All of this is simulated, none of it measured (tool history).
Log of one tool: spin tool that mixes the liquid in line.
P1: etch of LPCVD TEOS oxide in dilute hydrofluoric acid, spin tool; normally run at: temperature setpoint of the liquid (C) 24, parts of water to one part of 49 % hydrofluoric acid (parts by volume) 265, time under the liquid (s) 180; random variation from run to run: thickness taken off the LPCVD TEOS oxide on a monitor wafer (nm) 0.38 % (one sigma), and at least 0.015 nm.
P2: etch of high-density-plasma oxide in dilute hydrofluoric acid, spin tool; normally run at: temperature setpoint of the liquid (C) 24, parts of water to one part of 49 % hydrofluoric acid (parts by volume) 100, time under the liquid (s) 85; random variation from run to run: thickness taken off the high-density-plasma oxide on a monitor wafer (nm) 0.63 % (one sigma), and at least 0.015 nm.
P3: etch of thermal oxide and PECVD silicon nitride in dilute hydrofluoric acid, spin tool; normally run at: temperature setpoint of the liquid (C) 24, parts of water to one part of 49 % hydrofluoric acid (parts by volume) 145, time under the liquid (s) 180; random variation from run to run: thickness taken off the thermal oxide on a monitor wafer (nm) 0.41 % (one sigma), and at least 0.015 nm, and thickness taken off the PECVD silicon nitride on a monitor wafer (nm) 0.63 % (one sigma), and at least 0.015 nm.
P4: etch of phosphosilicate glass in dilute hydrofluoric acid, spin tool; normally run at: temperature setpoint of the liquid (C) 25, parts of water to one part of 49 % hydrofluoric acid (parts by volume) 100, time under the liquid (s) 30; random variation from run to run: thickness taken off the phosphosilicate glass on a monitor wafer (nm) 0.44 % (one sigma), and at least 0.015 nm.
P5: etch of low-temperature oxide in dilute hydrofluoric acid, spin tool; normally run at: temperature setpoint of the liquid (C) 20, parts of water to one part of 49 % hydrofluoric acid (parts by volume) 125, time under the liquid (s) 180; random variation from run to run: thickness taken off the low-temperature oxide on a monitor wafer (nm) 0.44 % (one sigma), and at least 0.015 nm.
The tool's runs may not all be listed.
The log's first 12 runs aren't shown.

run,day,process that ran,temperature setpoint of the liquid (C),parts of water to one part of 49 % hydrofluoric acid (parts by volume),time under the liquid (s),thickness taken off the LPCVD TEOS oxide on a monitor wafer (nm),thickness taken off the high-density-plasma oxide on a monitor wafer (nm),thickness taken off the phosphosilicate glass on a monitor wafer (nm),thickness taken off the thermal oxide on a monitor wafer (nm),thickness taken off the PECVD silicon nitride on a monitor wafer (nm),thickness taken off the low-temperature oxide on a monitor wafer (nm)
13,3.65,P1,24,265,60,3.9081,,,,,
14,3.846,P2,24,100,140,,7.2163,,,,
15,4.033,P1,24,50,180,80.325,,,,,
16,4.258,P1,30,455,180,6.9702,,,,,
17,4.475,P1,18,265,320,16.754,,,,,
18,4.825,P3,31.5,145,180,,,,6.9883,7.4478,
19,5.1,P1,24,265,180,11.771,,,,,
20,5.275,P1,24,265,325,21.169,,,,,
21,5.508,P5,20,190,180,,,,,,8.7935
22,5.708,P5,28,125,180,,,,,,19.51
23,5.975,P4,25,100,30,,,32.735,,,
24,6.217,P1,24,265,180,11.724,,,,,
25,6.512,P1,32,265,180,15.394,,,,,
26,6.738,P4,25,100,15,,,16.22,,,
27,7.046,P4,25,185,30,,,16.005,,,
# day 7.233: thermometer replaced
28,7.267,P2,32,100,85,,5.9731,,,,
29,7.542,P1,24,410,180,6.6576,,,,,
30,7.929,P1,24,265,180,11.817,,,,,
31,8.246,P3,24,35,180,,,,25.473,18.702,
32,8.567,P1,24,265,180,11.728,,,,,
33,8.9,P1,24,265,180,12.08,,,,,
34,9.246,P1,24,265,180,12.28,,,,,

Run 35 comes next. What will it give?
35,9.629,P1,24,265,180,?,,,,,

thickness taken off the LPCVD TEOS oxide on a monitor wafer (nm): 12.409
